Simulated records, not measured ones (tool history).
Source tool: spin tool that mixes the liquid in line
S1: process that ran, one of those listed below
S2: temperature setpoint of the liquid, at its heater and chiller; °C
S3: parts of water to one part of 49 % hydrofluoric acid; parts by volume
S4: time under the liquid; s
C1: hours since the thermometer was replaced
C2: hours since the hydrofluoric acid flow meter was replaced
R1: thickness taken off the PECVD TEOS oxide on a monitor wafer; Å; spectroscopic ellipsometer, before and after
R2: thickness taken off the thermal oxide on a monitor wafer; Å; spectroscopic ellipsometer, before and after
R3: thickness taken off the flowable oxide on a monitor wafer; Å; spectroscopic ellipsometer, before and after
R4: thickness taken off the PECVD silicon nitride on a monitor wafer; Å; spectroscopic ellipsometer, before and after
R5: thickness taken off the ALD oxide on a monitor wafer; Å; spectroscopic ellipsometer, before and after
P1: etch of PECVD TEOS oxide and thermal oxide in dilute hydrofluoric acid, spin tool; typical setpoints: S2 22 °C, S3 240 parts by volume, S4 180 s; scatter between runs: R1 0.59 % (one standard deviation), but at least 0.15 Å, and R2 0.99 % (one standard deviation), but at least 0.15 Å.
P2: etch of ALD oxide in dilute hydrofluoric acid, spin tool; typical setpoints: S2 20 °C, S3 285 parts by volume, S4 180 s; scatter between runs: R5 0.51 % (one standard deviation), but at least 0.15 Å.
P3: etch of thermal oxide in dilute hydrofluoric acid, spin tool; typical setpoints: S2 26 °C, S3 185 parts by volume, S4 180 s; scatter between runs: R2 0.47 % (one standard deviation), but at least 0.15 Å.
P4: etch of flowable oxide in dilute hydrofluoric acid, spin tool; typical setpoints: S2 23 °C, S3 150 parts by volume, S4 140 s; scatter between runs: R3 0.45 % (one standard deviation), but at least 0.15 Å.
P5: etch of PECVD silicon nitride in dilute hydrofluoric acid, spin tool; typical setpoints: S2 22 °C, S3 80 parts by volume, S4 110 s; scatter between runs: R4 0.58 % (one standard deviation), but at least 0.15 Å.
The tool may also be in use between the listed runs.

run,hour,S1,S2,S3,S4,C1,C2,R1,R2,R3,R4,R5
1,3.3,P1,22,240,180,983.1,234.1,51.751,27.137,,,
2,8.9,P4,23,150,140,988.7,239.7,,,266.42,,
3,14.8,P5,22,130,110,994.6,245.6,,,,28.026,
4,19.9,P5,17,80,110,999.7,250.7,,,,32.022,
5,23.8,P4,23,150,140,1003.6,254.6,,,264.01,,
6,26.4,P4,23,210,140,1006.2,257.2,,,177.64,,
7,30.1,P1,28,240,180,1009.9,260.9,64.033,34.018,,,
8,33.3,P2,20,285,20,1013.1,264.1,,,,,9.3623
9,39.2,P2,20,285,180,1019,270,,,,,82.132
10,42.5,P3,18,185,180,1022.3,273.3,,31.686,,,
11,47.2,P3,26,330,180,1027,278,,20.75,,,
12,52.3,P5,22,80,110,1032.1,283.1,,,,44.755,
13,55.7,P2,20,285,180,1035.5,286.5,,,,,82.296
14,58.4,P2,20,450,180,1038.2,289.2,,,,,45.565
15,62.9,P1,22,160,85,1042.7,293.7,39.89,20.875,,,
16,68.5,P1,22,240,325,1048.3,299.3,93.468,48.267,,,
17,73.1,P5,22,80,25,1052.9,303.9,,,,10.064,
18,79,P1,22,330,180,1058.8,309.8,34.519,18.105,,,
19,84.1,P4,17,150,140,1063.9,314.9,,,208.3,,
20,86.9,P5,22,80,110,1066.7,317.7,,,,44.418,
21,92.1,P1,17.5,240,180,1071.9,322.9,43.821,22.816,,,
22,95.1,P1,22,95,180,1074.9,325.9,153.57,80.874,,,

For run 23, what comes out?
23,98.3,P4,23,150,15,1078.1,329.1,,,?,,

Run 23 came out at R3 28.593 Å.

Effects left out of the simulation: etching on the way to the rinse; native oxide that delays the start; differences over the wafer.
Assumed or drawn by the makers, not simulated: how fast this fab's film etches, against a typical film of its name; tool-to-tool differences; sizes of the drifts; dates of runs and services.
